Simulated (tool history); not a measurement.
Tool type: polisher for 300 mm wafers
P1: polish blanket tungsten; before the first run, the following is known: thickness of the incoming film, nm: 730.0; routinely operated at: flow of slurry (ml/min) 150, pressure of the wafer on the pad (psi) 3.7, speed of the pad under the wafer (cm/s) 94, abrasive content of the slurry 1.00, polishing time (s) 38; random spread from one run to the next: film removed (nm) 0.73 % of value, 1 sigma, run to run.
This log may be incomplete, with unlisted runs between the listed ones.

run   hour  flow of slurry (ml/min)  pressure of the wafer on the pad (psi)  speed of the pad under the wafer (cm/s)  abrasive content of the slurry  polishing time (s)  film removed (nm)
  1    9.6                      150                                     3.7                                       94                            1.00                  38            187.070
  2   18.2                      200                                     5.0                                       94                            1.00                  38            264.040
  3   26.5                      150                                     5.0                                       68                            1.00                  38            182.840
  4   33.6                      230                                     3.7                                       94                            1.00                  38            199.160
  5   44.4                      150                                     3.7                                       94                            1.00                  59            290.170
  6   50.5                      150                                     3.7                                      134                            1.00                  38            269.930
  7   62.3                      150                                     3.7                                       94                            1.00                  38            190.090
  8   71.4                      150                                     3.7                                       94                            0.55                  18             77.720
  9   76.8                      150                                     3.7                                       94                            1.00                  38            187.730
 10   84.7                      150                                     5.4                                       94                            1.00                  38            273.990
 11   94.2                      150                                     3.7                                       94                            1.00                  24            119.660
 12  106.0                      150                                     3.7                                       44                            1.00                  38             88.315
 13  115.5                      150                                     1.8                                       94                            1.00                  38             92.441
 14  121.2                       90                                     3.7                                       94                            1.00                  38            169.960
 15  132.9                      150                                     3.7                                       94                            0.65                  38            171.670

Expected results for the next run?
 16  141.6                      150                                     3.7                                       94                            1.00                  38                  ?

film removed (nm): 188.590
